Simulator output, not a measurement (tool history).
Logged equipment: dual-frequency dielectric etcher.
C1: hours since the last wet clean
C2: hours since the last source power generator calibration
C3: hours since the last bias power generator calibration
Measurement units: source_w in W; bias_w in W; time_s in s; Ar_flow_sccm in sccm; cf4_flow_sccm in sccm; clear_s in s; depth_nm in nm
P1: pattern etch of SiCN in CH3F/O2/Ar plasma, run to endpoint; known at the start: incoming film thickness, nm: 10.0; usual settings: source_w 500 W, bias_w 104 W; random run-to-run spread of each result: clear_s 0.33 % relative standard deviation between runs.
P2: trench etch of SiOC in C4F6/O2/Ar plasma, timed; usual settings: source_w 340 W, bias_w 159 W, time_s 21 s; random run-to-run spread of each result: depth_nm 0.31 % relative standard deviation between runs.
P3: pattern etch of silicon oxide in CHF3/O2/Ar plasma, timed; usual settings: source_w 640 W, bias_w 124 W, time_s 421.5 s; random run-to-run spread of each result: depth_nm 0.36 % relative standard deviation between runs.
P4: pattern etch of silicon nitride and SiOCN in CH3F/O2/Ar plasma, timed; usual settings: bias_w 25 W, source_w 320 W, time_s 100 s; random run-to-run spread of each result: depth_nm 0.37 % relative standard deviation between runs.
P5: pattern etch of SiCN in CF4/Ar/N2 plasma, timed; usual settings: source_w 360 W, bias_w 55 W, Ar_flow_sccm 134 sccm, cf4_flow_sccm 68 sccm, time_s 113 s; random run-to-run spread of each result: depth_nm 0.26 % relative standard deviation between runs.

Run 1, hour 4.7: process P1, source_w 500 W, bias_w 104 W; C1 335.3; C2 1161.8; C3 704.8. Result: clear_s 21.041 s.
Run 2, hour 8.1: process P1, source_w 500 W, bias_w 104 W; C1 338.7; C2 1165.2; C3 708.2. Result: clear_s 21.151 s.
Run 3, hour 11.1: process P2, source_w 460 W, bias_w 159 W, time_s 21 s; C1 341.7; C2 1168.2; C3 711.2. Result: depth_nm 43.759 nm.
Run 4, hour 13.8: process P1, source_w 610 W, bias_w 104 W; C1 344.4; C2 1170.9; C3 713.9. Result: clear_s 19.65 s.
Run 5, hour 18.2: process P1, source_w 500 W, bias_w 104 W; C1 348.8; C2 1175.3; C3 718.3. Result: clear_s 21.092 s.
Run 6, hour 21.5: process P1, source_w 300 W, bias_w 104 W; C1 352.1; C2 1178.6; C3 721.6. Result: clear_s 25.403 s.
Run 7, hour 26.4: process P3, source_w 640 W, bias_w 157 W, time_s 421.5 s; C1 357; C2 1183.5; C3 726.5. Result: depth_nm 826.74 nm.
Run 8, hour 30.8: process P5, source_w 360 W, bias_w 55 W, time_s 113 s, Ar_flow_sccm 134 sccm, cf4_flow_sccm 68 sccm; C1 361.4; C2 1187.9; C3 730.9. Result: depth_nm 67.919 nm.
Run 9, hour 33.5: process P5, source_w 360 W, bias_w 71 W, time_s 113 s, Ar_flow_sccm 134 sccm, cf4_flow_sccm 68 sccm; C1 364.1; C2 1190.6; C3 733.6. Result: depth_nm 74.293 nm.
Run 10, hour 37.1: process P5, source_w 360 W, bias_w 55 W, time_s 113 s, Ar_flow_sccm 134 sccm, cf4_flow_sccm 51 sccm; C1 367.7; C2 1194.2; C3 737.2. Result: depth_nm 64.719 nm.
Run 11, hour 41.3: process P1, source_w 500 W, bias_w 104 W; C1 371.9; C2 1198.4; C3 741.4. Result: clear_s 21.003 s.
Run 12, hour 45.4: process P1, source_w 310 W, bias_w 67 W; C1 376; C2 1202.5; C3 745.5. Result: clear_s 29.644 s.
Run 13, hour 48.8: process P4, source_w 260 W, bias_w 25 W, time_s 100 s; C1 379.4; C2 1205.9; C3 748.9. Result: depth_nm 12.144 nm.
Run 14, hour 53.3: process P5, source_w 360 W, bias_w 55 W, time_s 113 s, Ar_flow_sccm 171 sccm, cf4_flow_sccm 68 sccm; C1 383.9; C2 1210.4; C3 753.4. Result: depth_nm 65.094 nm.
Run 15, hour 56.2: process P1, source_w 380 W, bias_w 78 W; C1 386.8; C2 1213.3; C3 756.3. Result: clear_s 25.978 s.
Run 16, hour 59.5: process P4, source_w 320 W, bias_w 25 W, time_s 134.5 s; C1 390.1; C2 1216.6; C3 759.6. Result: depth_nm 17.586 nm.
Run 17, hour 63.8: process P1, source_w 500 W, bias_w 82 W; C1 394.4; C2 1220.9; C3 763.9. Result: clear_s 23.046 s.
Run 18, hour 68.5: process P2, source_w 340 W, bias_w 159 W, time_s 21 s; C1 399.1; C2 1225.6; C3 768.6. Result: depth_nm 38.783 nm.
Run 19, hour 72: process P1, source_w 500 W, bias_w 104 W; C1 402.6; C2 1229.1; C3 772.1. Result: clear_s 20.983 s.
Run 20, hour 75.3: process P4, source_w 320 W, bias_w 25 W, time_s 100 s; C1 405.9; C2 1232.4; C3 775.4. Result: depth_nm 13.09 nm.
Run 21, hour 78.4: process P4, source_w 320 W, bias_w 25 W, time_s 100 s; C1 409; C2 1235.5; C3 778.5. Result: depth_nm 13.045 nm.
Run 22, hour 80.7: process P2, source_w 340 W, bias_w 225 W, time_s 21 s; C1 411.3; C2 1237.8; C3 780.8. Result: depth_nm 43.414 nm.
Run 23, hour 85.6: process P4, source_w 320 W, bias_w 20 W, time_s 100 s; C1 416.2; C2 1242.7; C3 785.7. Result: depth_nm 11.839 nm.
At hour 87.7: bias power generator calibrated.
Run 24, hour 90.2: process P3, source_w 760 W, bias_w 124 W, time_s 421.5 s; C1 420.8; C2 1247.3; C3 2.5. Result: depth_nm 819.23 nm.
Run 25, hour 93.7: process P1, source_w 500 W, bias_w 127 W; C1 424.3; C2 1250.8; C3 6. Result: clear_s 19.598 s.
Run 26, hour 98.6: process P1, source_w 640 W, bias_w 124 W; C1 429.2; C2 1255.7; C3 10.9. Result: clear_s 18.107 s.
Run 27, hour 102.2: process P2, source_w 340 W, bias_w 159 W, time_s 26 s; C1 432.8; C2 1259.3; C3 14.5. Result: depth_nm 48.096 nm.
Run 28, hour 106.1: process P5, source_w 360 W, bias_w 55 W, time_s 74 s, Ar_flow_sccm 134 sccm, cf4_flow_sccm 68 sccm; C1 436.7; C2 1263.2; C3 18.4. Result: depth_nm 44.269 nm.
Run 29, hour 110.1: process P5, source_w 470 W, bias_w 55 W, time_s 113 s, Ar_flow_sccm 134 sccm, cf4_flow_sccm 68 sccm; C1 440.7; C2 1267.2; C3 22.4. Result: depth_nm 85.84 nm.
Run 30, hour 114.2: process P3, source_w 640 W, bias_w 124 W, time_s 421.5 s; C1 444.8; C2 1271.3; C3 26.5. Result: depth_nm 762.31 nm.
Run 31, hour 119.1: process P3, source_w 640 W, bias_w 124 W, time_s 232 s; C1 449.7; C2 1276.2; C3 31.4. Result: depth_nm 421.71 nm.
Run 32, hour 123.7: process P1, source_w 500 W, bias_w 104 W; C1 454.3; C2 1280.8; C3 36. Result: clear_s 21.246 s.
Run 33, hour 127.4: process P5, source_w 360 W, bias_w 55 W, time_s 113 s, Ar_flow_sccm 134 sccm, cf4_flow_sccm 68 sccm; C1 458; C2 1284.5; C3 39.7. Result: depth_nm 67.957 nm.
Run 34, hour 131.4: process P1, source_w 500 W, bias_w 104 W; C1 462; C2 1288.5; C3 43.7. Result: clear_s 21.081 s.
Run 35, hour 135.5: process P1, source_w 500 W, bias_w 104 W; C1 466.1; C2 1292.6; C3 47.8. Result: clear_s 21.29 s.
Run 36, hour 140.1: process P1, source_w 500 W, bias_w 104 W; C1 470.7; C2 1297.2; C3 52.4. Result: clear_s 21.365 s.
Run 37, hour 143.6: process P1, source_w 500 W, bias_w 104 W; C1 474.2; C2 1300.7; C3 55.9. Result: clear_s 21.477 s.
At hour 146.8: wet clean of the chamber.
Run 38, hour 146.9: process P1, source_w 500 W, bias_w 104 W; C1 0.1; C2 1304; C3 59.2. Result: clear_s 21.419 s.
Run 39, hour 149.4: process P1, source_w 500 W, bias_w 104 W; C1 2.6; C2 1306.5; C3 61.7. Result: clear_s 21.563 s.
Run 40, hour 152: process P1, source_w 500 W, bias_w 104 W; C1 5.2; C2 1309.1; C3 64.3. Result: clear_s 21.355 s.
Run 41, hour 156.8: process P1, source_w 500 W, bias_w 104 W; C1 10; C2 1313.9; C3 69.1. Result: clear_s 21.552 s.
Run 42, hour 159: process P1, source_w 500 W, bias_w 104 W; C1 12.2; C2 1316.1; C3 71.3. Result: clear_s 21.521 s.

What P1 gives has crept off from where it sat before. The 2 causes that follow fit the log equally well, each at the size noted:
A: source power that arrives under what is set, % = 4.43
B: bias power that arrives under what is set, % = 4.39
The drift started at roughly hour 131.4.
Each remaining cause and why it is not a fit:
chamber walls in a state that lowers the etch rate, %: was serviced at hour 146.8, once the creep was under way, yet the earlier output never came back

4 check runs are offered, one wafer each, their results left as question marks. Which one tells the causes apart?
Run check 1, hour 161.2: process P3, source_w 640 W, bias_w 124 W, time_s 421.5 s. Result: depth_nm ?.
Run check 2, hour 161.2: process P2, source_w 340 W, bias_w 159 W, time_s 21 s. Result: depth_nm ?.
Run check 3, hour 161.2: process P5, source_w 360 W, bias_w 55 W, time_s 113 s, Ar_flow_sccm 134 sccm, cf4_flow_sccm 68 sccm. Result: depth_nm ?.
Run check 4, hour 161.2: process P4, source_w 320 W, bias_w 25 W, time_s 100 s. Result: depth_nm ?.

Predicted outcomes, by check and by cause:
  check    result    if A    if B
check 1  depth_nm  752.56  755.58
check 2  depth_nm  38.048  38.191
check 3  depth_nm  65.269  66.857
check 4  depth_nm  12.877   12.81
Distance between the nearest two causes, measured in the result of the check that separates them most: check 1 0.4 %; check 2 0.38 %; check 3 2.4 %; check 4 0.52 %
The other checks would show nearly matching results whichever cause is true, so check 3 is the only one that separates the causes.

Running check 3 produced the following: depth_nm 66.693 nm. Which one of the listed causes fits?

The correct cause is B, namely: bias power that arrives under what is set, %.

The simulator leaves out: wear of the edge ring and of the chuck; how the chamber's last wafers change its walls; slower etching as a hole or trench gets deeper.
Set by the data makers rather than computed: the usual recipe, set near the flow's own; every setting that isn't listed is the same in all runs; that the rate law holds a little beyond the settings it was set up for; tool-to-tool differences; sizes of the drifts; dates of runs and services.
